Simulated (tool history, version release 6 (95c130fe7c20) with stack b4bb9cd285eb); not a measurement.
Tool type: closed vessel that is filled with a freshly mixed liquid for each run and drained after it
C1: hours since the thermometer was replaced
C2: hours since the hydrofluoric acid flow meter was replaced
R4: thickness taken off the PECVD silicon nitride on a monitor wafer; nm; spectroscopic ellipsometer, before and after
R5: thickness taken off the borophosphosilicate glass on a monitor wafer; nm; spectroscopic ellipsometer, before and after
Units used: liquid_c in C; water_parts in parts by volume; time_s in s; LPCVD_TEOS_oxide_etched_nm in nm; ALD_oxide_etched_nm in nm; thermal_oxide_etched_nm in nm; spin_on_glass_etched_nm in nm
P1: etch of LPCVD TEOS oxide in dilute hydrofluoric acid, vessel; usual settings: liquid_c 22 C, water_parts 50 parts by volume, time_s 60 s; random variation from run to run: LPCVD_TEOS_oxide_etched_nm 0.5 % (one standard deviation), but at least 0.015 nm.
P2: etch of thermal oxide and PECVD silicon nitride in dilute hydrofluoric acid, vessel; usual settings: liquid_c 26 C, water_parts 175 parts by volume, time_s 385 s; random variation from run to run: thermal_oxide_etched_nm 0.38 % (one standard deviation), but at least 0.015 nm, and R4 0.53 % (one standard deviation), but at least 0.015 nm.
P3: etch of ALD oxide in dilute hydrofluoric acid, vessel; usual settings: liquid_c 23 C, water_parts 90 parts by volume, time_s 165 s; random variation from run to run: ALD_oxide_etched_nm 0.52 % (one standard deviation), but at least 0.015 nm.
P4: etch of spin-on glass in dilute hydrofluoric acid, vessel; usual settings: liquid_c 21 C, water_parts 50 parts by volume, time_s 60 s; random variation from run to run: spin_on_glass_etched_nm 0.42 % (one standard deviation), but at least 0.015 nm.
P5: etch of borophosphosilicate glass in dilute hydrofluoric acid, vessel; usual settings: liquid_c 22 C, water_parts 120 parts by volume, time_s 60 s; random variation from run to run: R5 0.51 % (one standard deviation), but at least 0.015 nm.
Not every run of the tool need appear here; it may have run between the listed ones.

{"run": 1, "hour": 12.2, "process": "P1", "liquid_c": 22, "water_parts": 50, "time_s": 60, "C1": 289.6, "C2": 568.4, "LPCVD_TEOS_oxide_etched_nm": 40.395}
{"run": 2, "hour": 24.5, "process": "P3", "liquid_c": 23, "water_parts": 90, "time_s": 275, "C1": 301.9, "C2": 580.7, "ALD_oxide_etched_nm": 64.442}
{"run": 3, "hour": 37.5, "process": "P2", "liquid_c": 26, "water_parts": 175, "time_s": 160, "C1": 314.9, "C2": 593.7, "thermal_oxide_etched_nm": 4.1803, "R4": 3.576}
{"run": 4, "hour": 43.9, "process": "P1", "liquid_c": 22, "water_parts": 90, "time_s": 60, "C1": 321.3, "C2": 600.1, "LPCVD_TEOS_oxide_etched_nm": 21.063}
{"run": 5, "hour": 56.1, "process": "P1", "liquid_c": 29.5, "water_parts": 50, "time_s": 60, "C1": 333.5, "C2": 612.3, "LPCVD_TEOS_oxide_etched_nm": 54.328}
{"run": 6, "hour": 69.2, "process": "P5", "liquid_c": 22, "water_parts": 120, "time_s": 60, "C1": 346.6, "C2": 625.4, "R5": 20.9}
{"run": 7, "hour": 81.3, "process": "P1", "liquid_c": 22, "water_parts": 50, "time_s": 60, "C1": 358.7, "C2": 637.5, "LPCVD_TEOS_oxide_etched_nm": 39.79}
{"run": 8, "hour": 95.0, "process": "P1", "liquid_c": 22, "water_parts": 50, "time_s": 60, "C1": 372.4, "C2": 651.2, "LPCVD_TEOS_oxide_etched_nm": 39.85}
{"run": 9, "hour": 102.7, "process": "P3", "liquid_c": 17, "water_parts": 90, "time_s": 165, "C1": 380.1, "C2": 658.9, "ALD_oxide_etched_nm": 30.345}
{"run": 10, "hour": 110.2, "process": "P4", "liquid_c": 21, "water_parts": 80, "time_s": 60, "C1": 387.6, "C2": 666.4, "spin_on_glass_etched_nm": 18.369}
{"run": 11, "hour": 119.9, "process": "P2", "liquid_c": 26, "water_parts": 290, "time_s": 385, "C1": 397.3, "C2": 676.1, "thermal_oxide_etched_nm": 5.3554, "R4": 5.2281}
{"run": 12, "hour": 128.0, "process": "P4", "liquid_c": 17, "water_parts": 50, "time_s": 60, "C1": 405.4, "C2": 684.2, "spin_on_glass_etched_nm": 25.704}
{"run": 13, "hour": 141.4, "process": "P3", "liquid_c": 23, "water_parts": 90, "time_s": 165, "C1": 418.8, "C2": 697.6, "ALD_oxide_etched_nm": 38.946}
{"run": 14, "hour": 147.8, "process": "P1", "liquid_c": 22, "water_parts": 50, "time_s": 115, "C1": 425.2, "C2": 704, "LPCVD_TEOS_oxide_etched_nm": 76.856}
{"run": 15, "hour": 161.2, "process": "P5", "liquid_c": 22, "water_parts": 50, "time_s": 60, "C1": 438.6, "C2": 717.4, "R5": 54.794}
{"run": 16, "hour": 175.3, "process": "P1", "liquid_c": 22, "water_parts": 50, "time_s": 60, "C1": 452.7, "C2": 731.5, "LPCVD_TEOS_oxide_etched_nm": 40.157}
{"run": 17, "hour": 189.6, "process": "P5", "liquid_c": 22, "water_parts": 120, "time_s": 30, "C1": 467, "C2": 745.8, "R5": 10.389}
{"run": 18, "hour": 200.5, "process": "P5", "liquid_c": 29, "water_parts": 120, "time_s": 60, "C1": 477.9, "C2": 756.7, "R5": 27.144}
{"run": 19, "hour": 213.3, "process": "P1", "liquid_c": 22, "water_parts": 50, "time_s": 30, "C1": 490.7, "C2": 769.5, "LPCVD_TEOS_oxide_etched_nm": 20.027}
{"run": 20, "hour": 224.0, "process": "P1", "liquid_c": 22, "water_parts": 50, "time_s": 60, "C1": 501.4, "C2": 780.2, "LPCVD_TEOS_oxide_etched_nm": 40.219}
{"run": 21, "hour": 237.4, "process": "P4", "liquid_c": 21, "water_parts": 50, "time_s": 30, "C1": 514.8, "C2": 793.6, "spin_on_glass_etched_nm": 15.272}
{"run": 22, "hour": 244.6, "process": "P4", "liquid_c": 21, "water_parts": 50, "time_s": 60, "C1": 522, "C2": 800.8, "spin_on_glass_etched_nm": 30.209}
{"run": 23, "hour": 254.6, "process": "P1", "liquid_c": 29.5, "water_parts": 20, "time_s": 60, "C1": 532, "C2": 810.8, "LPCVD_TEOS_oxide_etched_nm": 143.17}
{"run": 24, "hour": 267.7, "process": "P5", "liquid_c": 22, "water_parts": 120, "time_s": 60, "C1": 545.1, "C2": 823.9, "R5": 20.986}
{"run": 25, "hour": 277.6, "process": "P1", "liquid_c": 22, "water_parts": 20, "time_s": 60, "C1": 555, "C2": 833.8, "LPCVD_TEOS_oxide_etched_nm": 104.64}
{"run": 26, "hour": 289.6, "process": "P1", "liquid_c": 17, "water_parts": 50, "time_s": 60, "C1": 567, "C2": 845.8, "LPCVD_TEOS_oxide_etched_nm": 32.228}
{"run": 27, "hour": 298.4, "process": "P3", "liquid_c": 23, "water_parts": 130, "time_s": 165, "C1": 575.8, "C2": 854.6, "ALD_oxide_etched_nm": 25.521}
{"run": 28, "hour": 308.2, "process": "P2", "liquid_c": 32.5, "water_parts": 175, "time_s": 385, "C1": 585.6, "C2": 864.4, "thermal_oxide_etched_nm": 12.75, "R4": 12.786}
{"run": 29, "hour": 315.0, "process": "P2", "liquid_c": 26, "water_parts": 175, "time_s": 385, "C1": 592.4, "C2": 871.2, "thermal_oxide_etched_nm": 10.097, "R4": 8.6661}
{"run": 30, "hour": 325.1, "process": "P2", "liquid_c": 26, "water_parts": 175, "time_s": 385, "C1": 602.5, "C2": 881.3, "thermal_oxide_etched_nm": 10.132, "R4": 8.6762}
{"run": 31, "hour": 337.9, "process": "P1", "liquid_c": 22, "water_parts": 50, "time_s": 60, "C1": 615.3, "C2": 894.1, "LPCVD_TEOS_oxide_etched_nm": 40.274}
{"run": 32, "hour": 350.3, "process": "P1", "liquid_c": 22, "water_parts": 50, "time_s": 60, "C1": 627.7, "C2": 906.5, "LPCVD_TEOS_oxide_etched_nm": 38.24}
{"run": 33, "hour": 360.8, "process": "P1", "liquid_c": 22, "water_parts": 50, "time_s": 60, "C1": 638.2, "C2": 917, "LPCVD_TEOS_oxide_etched_nm": 37.495}
{"run": 34, "hour": 367.1, "process": "P1", "liquid_c": 22, "water_parts": 50, "time_s": 60, "C1": 644.5, "C2": 923.3, "LPCVD_TEOS_oxide_etched_nm": 37.518}
{"run": 35, "hour": 381.5, "process": "P1", "liquid_c": 22, "water_parts": 50, "time_s": 60, "C1": 658.9, "C2": 937.7, "LPCVD_TEOS_oxide_etched_nm": 36.806}
{"run": 36, "hour": 395.7, "process": "P1", "liquid_c": 22, "water_parts": 50, "time_s": 60, "C1": 673.1, "C2": 951.9, "LPCVD_TEOS_oxide_etched_nm": 36.835}
{"run": 37, "hour": 404.4, "process": "P1", "liquid_c": 22, "water_parts": 50, "time_s": 60, "C1": 681.8, "C2": 960.6, "LPCVD_TEOS_oxide_etched_nm": 36.842}

The log shows P1 creeping away from where it was. Any of the 2 causes listed here, at the size stated for it, fits the log just as well as the others:
A: liquid colder than its thermometer reads (K) = 2.19
B: hydrofluoric acid flow below the setpoint (%) = 8.27
The onset of the drift is placed at about hour 337.9.

Each of the 4 check runs below uses one wafer; its results are left as question marks. Which run tells the causes apart?
{"run": "check 1", "hour": 413.1, "process": "P3", "liquid_c": 23, "water_parts": 90, "time_s": 165, "ALD_oxide_etched_nm": "?"}
{"run": "check 2", "hour": 413.1, "process": "P4", "liquid_c": 21, "water_parts": 50, "time_s": 60, "spin_on_glass_etched_nm": "?"}
{"run": "check 3", "hour": 413.1, "process": "P2", "liquid_c": 26, "water_parts": 175, "time_s": 385, "thermal_oxide_etched_nm": "?", "R4": "?"}
{"run": "check 4", "hour": 413.1, "process": "P5", "liquid_c": 22, "water_parts": 120, "time_s": 60, "R5": "?"}

Expected result of each check under each candidate cause:
check=check_1 result=ALD_oxide_etched_nm if_A=35.471 if_B=35.222
check=check_2 result=spin_on_glass_etched_nm if_A=27.723 if_B=27.756
check=check_3 result=thermal_oxide_etched_nm if_A=9.3459 if_B=9.134
check=check_3 result=R4 if_A=7.5481 if_B=7.9547
check=check_4 result=R5 if_A=19.174 if_B=18.974
Distance between the nearest two causes, measured in the result of the check that separates them most: check 1 0.71 %; check 2 0.12 %; check 3 5.25 %; check 4 1.05 %
The other checks would show nearly matching results whichever cause is true, so check 3 is the only one that separates the causes.

Check 3 was carried out, with these results: thermal_oxide_etched_nm 9.0797 nm; R4 7.9876 nm. Which of the listed causes is responsible?

It is B: hydrofluoric acid flow below the setpoint (%).

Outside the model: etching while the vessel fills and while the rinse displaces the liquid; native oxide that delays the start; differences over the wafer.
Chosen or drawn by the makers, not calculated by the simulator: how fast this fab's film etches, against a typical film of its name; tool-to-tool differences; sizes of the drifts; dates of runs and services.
